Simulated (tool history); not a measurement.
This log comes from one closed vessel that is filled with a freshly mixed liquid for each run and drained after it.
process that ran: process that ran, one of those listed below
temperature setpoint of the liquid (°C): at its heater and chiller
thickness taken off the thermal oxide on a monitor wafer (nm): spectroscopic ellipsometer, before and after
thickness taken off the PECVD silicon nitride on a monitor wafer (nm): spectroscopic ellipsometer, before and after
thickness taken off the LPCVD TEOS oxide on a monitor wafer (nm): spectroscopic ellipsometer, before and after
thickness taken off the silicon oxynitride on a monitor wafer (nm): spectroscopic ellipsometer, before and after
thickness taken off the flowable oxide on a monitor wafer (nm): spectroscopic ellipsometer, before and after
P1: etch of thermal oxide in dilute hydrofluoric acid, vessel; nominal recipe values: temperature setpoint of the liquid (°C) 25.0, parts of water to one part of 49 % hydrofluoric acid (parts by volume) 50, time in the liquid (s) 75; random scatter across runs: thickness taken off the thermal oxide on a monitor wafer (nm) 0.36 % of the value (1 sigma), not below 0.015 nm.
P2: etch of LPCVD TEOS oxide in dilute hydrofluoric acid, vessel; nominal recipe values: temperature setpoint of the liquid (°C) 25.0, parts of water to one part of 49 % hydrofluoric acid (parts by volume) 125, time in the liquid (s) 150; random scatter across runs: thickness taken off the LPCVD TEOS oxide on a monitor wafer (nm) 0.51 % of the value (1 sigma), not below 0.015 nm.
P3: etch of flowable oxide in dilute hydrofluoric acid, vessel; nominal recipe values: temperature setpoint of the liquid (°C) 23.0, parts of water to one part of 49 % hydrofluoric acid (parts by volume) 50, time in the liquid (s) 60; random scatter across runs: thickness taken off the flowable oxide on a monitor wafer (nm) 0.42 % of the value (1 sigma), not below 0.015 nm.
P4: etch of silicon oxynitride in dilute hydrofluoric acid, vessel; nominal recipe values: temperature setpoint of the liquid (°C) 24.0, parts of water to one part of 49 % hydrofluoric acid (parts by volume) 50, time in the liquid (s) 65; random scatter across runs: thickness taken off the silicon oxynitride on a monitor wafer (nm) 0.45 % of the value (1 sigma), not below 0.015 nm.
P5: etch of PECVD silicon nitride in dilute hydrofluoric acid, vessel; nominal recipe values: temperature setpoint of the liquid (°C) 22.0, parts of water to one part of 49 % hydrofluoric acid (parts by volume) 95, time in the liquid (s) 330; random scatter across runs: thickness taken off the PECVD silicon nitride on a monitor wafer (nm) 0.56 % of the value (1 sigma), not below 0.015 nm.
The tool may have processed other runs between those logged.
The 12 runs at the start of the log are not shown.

run,hour,process that ran,temperature setpoint of the liquid (°C),parts of water to one part of 49 % hydrofluoric acid (parts by volume),time in the liquid (s),hours since the thermometer was replaced,hours since the hydrofluoric acid flow meter was replaced,thickness taken off the thermal oxide on a monitor wafer (nm),thickness taken off the PECVD silicon nitride on a monitor wafer (nm),thickness taken off the LPCVD TEOS oxide on a monitor wafer (nm),thickness taken off the silicon oxynitride on a monitor wafer (nm),thickness taken off the flowable oxide on a monitor wafer (nm)
13,158.0,P1,25.0,50,75,1578.1,962.4,7.9367,,,,
14,166.3,P1,25.0,50,75,1586.4,970.7,7.9383,,,,
15,181.4,P4,19.5,50,65,1601.5,985.8,,,,3.5877,
16,195.8,P1,25.0,85,75,1615.9,1000.2,4.5046,,,,
17,204.3,P4,24.0,50,65,1624.4,1008.7,,,,4.4759,
18,218.9,P3,23.0,50,60,1639.0,1023.3,,,,,35.132
19,231.3,P4,24.0,50,65,1651.4,1035.7,,,,4.4730,
20,241.6,P3,23.0,50,115,1661.7,1046.0,,,,,67.676
21,250.3,P1,30.0,50,75,1670.4,1054.7,9.7680,,,,
22,263.1,P3,31.0,50,60,1683.2,1067.5,,,,,48.324
# hour 263.8: hydrofluoric acid flow meter replaced
23,277.5,P1,25.0,50,150,1697.6,13.8,15.8360,,,,
24,285.7,P2,25.0,125,40,1705.8,22.0,,,10.535,,
25,299.9,P5,22.0,95,330,1720.0,36.2,,16.835,,,
26,313.3,P1,30.5,90,75,1733.4,49.6,5.1762,,,,
27,329.7,P1,25.0,20,75,1749.8,66.0,20.5970,,,,
28,337.2,P1,19.0,50,75,1757.3,73.5,6.2197,,,,
29,351.7,P4,24.0,75,65,1771.8,88.0,,,,2.9267,
30,363.9,P1,25.0,50,75,1784.0,100.2,7.9717,,,,
31,376.7,P1,25.0,50,75,1796.8,113.0,7.9447,,,,
32,388.7,P1,25.0,50,75,1808.8,125.0,7.7051,,,,
33,398.0,P1,25.0,50,75,1818.1,134.3,7.4884,,,,
34,407.7,P1,25.0,50,75,1827.8,144.0,7.4302,,,,
35,418.7,P1,25.0,50,75,1838.8,155.0,7.3513,,,,
36,430.0,P1,25.0,50,75,1850.1,166.3,7.2623,,,,
37,442.9,P1,25.0,50,75,1863.0,179.2,7.2440,,,,

Run 38 has not been measured yet. What should we expect?
38,450.4,P1,25.0,50,75,1870.5,186.7,?,,,,

{"run 38": {"thickness taken off the thermal oxide on a monitor wafer (nm)": 7.2683}}
